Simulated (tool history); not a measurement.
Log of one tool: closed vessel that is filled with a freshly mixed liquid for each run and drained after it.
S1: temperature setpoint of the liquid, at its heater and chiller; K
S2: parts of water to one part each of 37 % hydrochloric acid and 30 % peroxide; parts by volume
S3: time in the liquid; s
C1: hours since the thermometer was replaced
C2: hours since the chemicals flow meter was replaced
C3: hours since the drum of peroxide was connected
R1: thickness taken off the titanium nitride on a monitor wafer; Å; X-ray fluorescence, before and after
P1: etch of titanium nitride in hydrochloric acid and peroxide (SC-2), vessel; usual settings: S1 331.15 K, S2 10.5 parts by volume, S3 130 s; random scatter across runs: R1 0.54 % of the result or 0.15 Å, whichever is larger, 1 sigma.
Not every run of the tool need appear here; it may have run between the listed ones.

run   hour      S1    S2   S3     C1     C2     C3      R1
  1    8.4  331.15  10.5  130  599.9  689.7  290.9  62.418
  2   17.1  331.15  10.5  130  608.6  698.4  299.6   62.69
  3   21.6  331.15  10.5  130  613.1  702.9  304.1  62.474
  4   27.1  331.15  10.5  130  618.6  708.4  309.6   62.89
  5   35.3  331.15  10.5  130  626.8  716.6  317.8  62.544
  6     44  345.15  10.5  130  635.5  725.3  326.5  145.77
  7   52.3  331.15     5   35  643.8  733.6  334.8  30.044
  8   61.2  331.15  10.5  260  652.7  742.5  343.7  124.41
  9   68.9  316.65  10.5  130  660.4  750.2  351.4   23.98
 10   73.3  331.15  18.5  130  664.8  754.6  355.8  38.645
 11     79  331.15  10.5  130  670.5  760.3  361.5  62.586
 12   83.5  331.15  10.5   30    675  764.8    366   14.25
 13   91.6  331.15     4  130  683.1  772.9  374.1  129.25
 14   99.7  331.15  10.5  130  691.2    781  382.2  62.569
 15    106  331.15  10.5  130  697.5  787.3  388.5  64.301
 16  110.5  331.15  10.5  130    702  791.8    393  65.639

Run 17 is up next; what results do you expect?
 17  115.4  331.15  10.5  130  706.9  796.7  397.9   ?

Run 17 came out at R1 66.046 Å.
